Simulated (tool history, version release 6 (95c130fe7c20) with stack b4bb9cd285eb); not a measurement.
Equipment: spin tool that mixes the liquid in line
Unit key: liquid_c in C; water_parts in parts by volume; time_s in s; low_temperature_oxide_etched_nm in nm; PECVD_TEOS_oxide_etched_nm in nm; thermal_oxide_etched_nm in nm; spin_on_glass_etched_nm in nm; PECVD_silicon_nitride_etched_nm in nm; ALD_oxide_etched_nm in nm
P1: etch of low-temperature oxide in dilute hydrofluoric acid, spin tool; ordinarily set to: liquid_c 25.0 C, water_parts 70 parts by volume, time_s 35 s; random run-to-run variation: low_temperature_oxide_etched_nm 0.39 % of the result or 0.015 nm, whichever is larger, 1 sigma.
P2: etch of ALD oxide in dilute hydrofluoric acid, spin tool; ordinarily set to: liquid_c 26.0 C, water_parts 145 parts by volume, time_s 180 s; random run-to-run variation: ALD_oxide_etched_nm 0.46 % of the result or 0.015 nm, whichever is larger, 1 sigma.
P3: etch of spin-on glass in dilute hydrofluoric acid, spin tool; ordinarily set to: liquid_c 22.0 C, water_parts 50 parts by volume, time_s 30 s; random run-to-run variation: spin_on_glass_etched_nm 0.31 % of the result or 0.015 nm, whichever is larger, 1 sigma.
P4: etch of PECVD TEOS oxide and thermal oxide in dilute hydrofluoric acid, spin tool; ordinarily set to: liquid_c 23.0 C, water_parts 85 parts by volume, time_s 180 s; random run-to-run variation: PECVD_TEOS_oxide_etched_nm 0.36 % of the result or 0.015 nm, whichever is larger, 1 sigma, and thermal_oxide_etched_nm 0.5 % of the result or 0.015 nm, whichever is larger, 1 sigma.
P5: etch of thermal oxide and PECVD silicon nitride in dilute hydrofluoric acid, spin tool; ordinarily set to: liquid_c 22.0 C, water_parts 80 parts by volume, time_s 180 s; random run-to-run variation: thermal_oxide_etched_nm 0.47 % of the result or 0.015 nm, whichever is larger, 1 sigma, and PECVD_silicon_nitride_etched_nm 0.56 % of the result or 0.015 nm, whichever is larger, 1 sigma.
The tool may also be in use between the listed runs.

run	hour	process	liquid_c	water_parts	time_s	low_temperature_oxide_etched_nm	PECVD_TEOS_oxide_etched_nm	thermal_oxide_etched_nm	spin_on_glass_etched_nm	PECVD_silicon_nitride_etched_nm	ALD_oxide_etched_nm
1	4.1	P1	25.0	70	35	17.2670					
2	8.3	P1	25.0	70	35	17.2400					
3	16.1	P4	30.0	85	180		22.5980	13.6460			
4	24.7	P3	22.0	50	15				9.6614		
5	32.8	P1	25.0	70	35	17.2670					
6	37.5	P5	22.0	130	180			6.1266		4.2463	
7	44.0	P2	26.0	145	95						6.4462
8	49.6	P5	22.0	80	45			2.6905		1.7063	
9	55.8	P5	22.0	80	180			10.6060		6.8536	
10	63.1	P4	23.0	25	180		62.8390	38.2780			
11	67.4	P3	22.0	50	30				19.3510		
12	73.1	P1	25.0	70	35	17.2270					
13	80.5	P5	22.0	80	180			10.5900		6.7884	
14	85.6	P2	26.0	35	180						58.1890
15	93.0	P2	26.0	145	180						12.1380
16	98.7	P1	25.0	70	55	27.3350					
17	104.7	P1	25.0	70	15	7.3901					
18	113.5	P1	25.0	110	15	4.4717					
19	121.1	P2	26.0	145	180						12.1850
20	125.5	P1	25.0	70	35	17.2940					
21	134.6	P3	22.0	80	30				11.6940		
22	140.1	P4	23.0	85	45		4.3111	2.5879			
23	145.7	P5	27.0	80	180			12.7630		9.4008	
24	152.9	P3	29.5	50	30				26.2700		
25	159.7	P1	19.5	40	35	24.7860					
26	164.2	P2	18.0	145	180						8.8869
27	172.1	P1	25.0	70	35	17.1880					
28	176.4	P1	25.0	20	35	64.7760					
29	182.1	P4	23.0	85	180		17.2260	10.4910			
30	190.0	P1	29.5	70	35	20.5700					
31	199.2	P1	25.0	125	35	9.0700					
32	207.5	P1	21.0	70	35	14.7670					
33	213.4	P1	25.0	70	35	17.3100					
34	222.0	P1	25.0	70	35	17.9740					
35	226.3	P1	25.0	70	35	18.3460					
36	231.7	P1	25.0	70	35	18.6400					
37	237.8	P1	25.0	70	35	18.5830					
38	245.4	P1	25.0	70	35	18.7480					
39	251.3	P1	25.0	70	35	18.6860					
40	258.9	P1	25.0	70	35	18.8360					
41	263.3	P1	25.0	70	35	18.8470					

The output of P1 has drifted from where it used to be. Each of the 2 causes below, taken at the size shown beside it, accounts for the log equally well:
A: hydrofluoric acid flow above the setpoint (%) = 8.05
B: liquid hotter than its thermometer reads (K) = 2.12
The process output started creeping at around hour 213.4.

Question marks stand in for the results of the 4 check runs listed below, each run on one wafer. Under which run would the listed causes show clearly different results?
check 1	267.7	P3	22.0	50	30				?		
check 2	267.7	P2	26.0	145	180						?
check 3	267.7	P5	22.0	80	180			?		?	
check 4	267.7	P4	23.0	85	180		?	?			

What every check run would give for each of its results, assuming each possible cause in turn:
check	result	if A	if B
check 1	spin_on_glass_etched_nm	21.0260	21.1450
check 2	ALD_oxide_etched_nm	13.3110	13.1570
check 3	thermal_oxide_etched_nm	11.4720	11.4870
check 3	PECVD_silicon_nitride_etched_nm	7.3175	7.8177
check 4	PECVD_TEOS_oxide_etched_nm	18.7330	18.7280
check 4	thermal_oxide_etched_nm	11.3530	11.3490
How far apart the two closest causes lie, in the result that separates them most: check 1 0.57 %; check 2 1.17 %; check 3 6.61 %; check 4 0.03 %
Of the check runs offered, only check 3 discriminates between the causes; the rest would read about the same regardless of which cause applies.

Check 3 was carried out, with these results: thermal_oxide_etched_nm 11.4920 nm; PECVD_silicon_nitride_etched_nm 7.3613 nm. Which of the listed causes is responsible?

Of the candidate causes, it is A: hydrofluoric acid flow above the setpoint (%).

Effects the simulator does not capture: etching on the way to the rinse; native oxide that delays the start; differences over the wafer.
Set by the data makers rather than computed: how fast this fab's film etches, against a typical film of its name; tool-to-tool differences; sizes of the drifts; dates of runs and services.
